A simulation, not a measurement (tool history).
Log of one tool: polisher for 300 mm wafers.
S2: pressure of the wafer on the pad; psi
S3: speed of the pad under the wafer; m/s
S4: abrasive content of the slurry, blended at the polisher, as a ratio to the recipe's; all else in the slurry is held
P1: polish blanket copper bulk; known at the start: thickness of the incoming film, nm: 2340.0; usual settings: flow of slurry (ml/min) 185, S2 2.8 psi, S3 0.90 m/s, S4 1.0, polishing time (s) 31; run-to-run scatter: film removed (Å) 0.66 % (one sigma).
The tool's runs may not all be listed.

run 1 hour=4.4 | flow_of_slurry_(ml/min)=185 S2=2.8 S3=0.90 S4=1.0 polishing_time_(s)=31 | film_removed_(Å)=2376.6
run 2 hour=7.9 | flow_of_slurry_(ml/min)=185 S2=2.8 S3=0.90 S4=1.0 polishing_time_(s)=19 | film_removed_(Å)=1457.2
run 3 hour=11.1 | flow_of_slurry_(ml/min)=185 S2=2.8 S3=0.90 S4=1.0 polishing_time_(s)=31 | film_removed_(Å)=2386.7
run 4 hour=16.2 | flow_of_slurry_(ml/min)=185 S2=2.8 S3=0.90 S4=1.0 polishing_time_(s)=31 | film_removed_(Å)=2380.0
run 5 hour=19.9 | flow_of_slurry_(ml/min)=185 S2=1.4 S3=1.36 S4=1.0 polishing_time_(s)=31 | film_removed_(Å)=1794.0
run 6 hour=23.8 | flow_of_slurry_(ml/min)=185 S2=2.8 S3=0.90 S4=0.6 polishing_time_(s)=31 | film_removed_(Å)=2171.6
run 7 hour=27.0 | flow_of_slurry_(ml/min)=185 S2=2.8 S3=0.90 S4=1.4 polishing_time_(s)=31 | film_removed_(Å)=2534.8
run 8 hour=29.9 | flow_of_slurry_(ml/min)=185 S2=2.8 S3=0.90 S4=1.0 polishing_time_(s)=31 | film_removed_(Å)=2411.5
run 9 hour=33.6 | flow_of_slurry_(ml/min)=185 S2=3.7 S3=0.54 S4=1.0 polishing_time_(s)=31 | film_removed_(Å)=1901.5
run 10 hour=36.8 | flow_of_slurry_(ml/min)=185 S2=1.6 S3=0.90 S4=1.0 polishing_time_(s)=31 | film_removed_(Å)=1366.9
run 11 hour=39.3 | flow_of_slurry_(ml/min)=110 S2=2.8 S3=0.90 S4=1.0 polishing_time_(s)=31 | film_removed_(Å)=2147.1
run 12 hour=42.3 | flow_of_slurry_(ml/min)=185 S2=2.8 S3=0.90 S4=1.0 polishing_time_(s)=31 | film_removed_(Å)=2373.0
run 13 hour=46.8 | flow_of_slurry_(ml/min)=185 S2=4.1 S3=0.90 S4=1.0 polishing_time_(s)=31 | film_removed_(Å)=3524.0
run 14 hour=50.7 | flow_of_slurry_(ml/min)=280 S2=2.8 S3=0.90 S4=1.0 polishing_time_(s)=31 | film_removed_(Å)=2474.8
run 15 hour=53.1 | flow_of_slurry_(ml/min)=185 S2=2.8 S3=0.42 S4=1.0 polishing_time_(s)=31 | film_removed_(Å)=1100.0
run 16 hour=57.8 | flow_of_slurry_(ml/min)=185 S2=2.8 S3=1.34 S4=1.0 polishing_time_(s)=31 | film_removed_(Å)=3512.2
-- hour=60.6 slurry blender recalibrated
run 17 hour=60.8 | flow_of_slurry_(ml/min)=185 S2=2.8 S3=0.90 S4=1.0 polishing_time_(s)=48 | film_removed_(Å)=3653.1
run 18 hour=63.6 | flow_of_slurry_(ml/min)=265 S2=2.8 S3=0.60 S4=1.0 polishing_time_(s)=31 | film_removed_(Å)=1667.5
run 19 hour=67.9 | flow_of_slurry_(ml/min)=185 S2=2.8 S3=0.90 S4=1.0 polishing_time_(s)=31 | film_removed_(Å)=2395.1
run 20 hour=71.4 | flow_of_slurry_(ml/min)=185 S2=2.8 S3=0.90 S4=1.0 polishing_time_(s)=31 | film_removed_(Å)=2331.2
run 21 hour=76.2 | flow_of_slurry_(ml/min)=185 S2=2.8 S3=0.90 S4=1.0 polishing_time_(s)=31 | film_removed_(Å)=2280.6
run 22 hour=79.0 | flow_of_slurry_(ml/min)=185 S2=2.8 S3=0.90 S4=1.0 polishing_time_(s)=31 | film_removed_(Å)=2271.6
-- hour=79.6 head pressure recalibrated
-- hour=80.9 slurry blender recalibrated
run 23 hour=81.3 | flow_of_slurry_(ml/min)=185 S2=2.8 S3=0.90 S4=1.0 polishing_time_(s)=31 | film_removed_(Å)=2271.1
run 24 hour=83.6 | flow_of_slurry_(ml/min)=185 S2=2.8 S3=0.90 S4=1.0 polishing_time_(s)=31 | film_removed_(Å)=2233.3
run 25 hour=88.0 | flow_of_slurry_(ml/min)=185 S2=2.8 S3=0.90 S4=1.0 polishing_time_(s)=31 | film_removed_(Å)=2219.6
run 26 hour=93.1 | flow_of_slurry_(ml/min)=185 S2=2.8 S3=0.90 S4=1.0 polishing_time_(s)=31 | film_removed_(Å)=2207.3
run 27 hour=96.5 | flow_of_slurry_(ml/min)=185 S2=2.8 S3=0.90 S4=1.0 polishing_time_(s)=31 | film_removed_(Å)=2181.1
run 28 hour=99.3 | flow_of_slurry_(ml/min)=185 S2=2.8 S3=0.90 S4=1.0 polishing_time_(s)=31 | film_removed_(Å)=2208.6

What P1 gives has crept away from where it was. These 2 causes fit the log equally well, each at the size given:
A: removal rate lost through wear of the pad, % = 7.12
B: slurry flow missing at the pad, % = 34.6
The creep began at about hour 67.9.
Why every other cause is out:
head's pressure below its setpoint, %: serviced at hour 79.6, which brought nothing back
abrasive missing from the slurry, %: serviced at hour 80.9, which brought nothing back

4 check runs are offered, each on 5 wafers whose results are averaged, their results left as question marks. Which one tells the causes apart?
run check 1 hour=102.1 | flow_of_slurry_(ml/min)=270 S2=2.8 S3=0.90 S4=1.0 polishing_time_(s)=47 | film_removed_(Å)=?
run check 2 hour=102.1 | flow_of_slurry_(ml/min)=185 S2=2.8 S3=0.70 S4=1.0 polishing_time_(s)=31 | film_removed_(Å)=?
run check 3 hour=102.1 | flow_of_slurry_(ml/min)=185 S2=2.8 S3=1.34 S4=0.6 polishing_time_(s)=31 | film_removed_(Å)=?
run check 4 hour=102.1 | flow_of_slurry_(ml/min)=185 S2=3.7 S3=0.90 S4=1.0 polishing_time_(s)=31 | film_removed_(Å)=?

What each check would give under each cause:
check=check_1 result=film_removed_(Å) if_A=3514.7 if_B=3592.4
check=check_2 result=film_removed_(Å) if_A=1723.3 if_B=1723.2
check=check_3 result=film_removed_(Å) if_A=2966.9 if_B=2966.6
check=check_4 result=film_removed_(Å) if_A=2927.9 if_B=2927.6
How far apart the two closest causes lie, in the result that separates them most: check 1 2.19 %; check 2 0.01 %; check 3 0.01 %; check 4 0.01 %
Only check 1 tells the causes apart: in the others they would give nearly the same result.

Then check 1 was run and gave: film removed (Å) 3599.0. Which cause is it?

It is B: slurry flow missing at the pad, %.
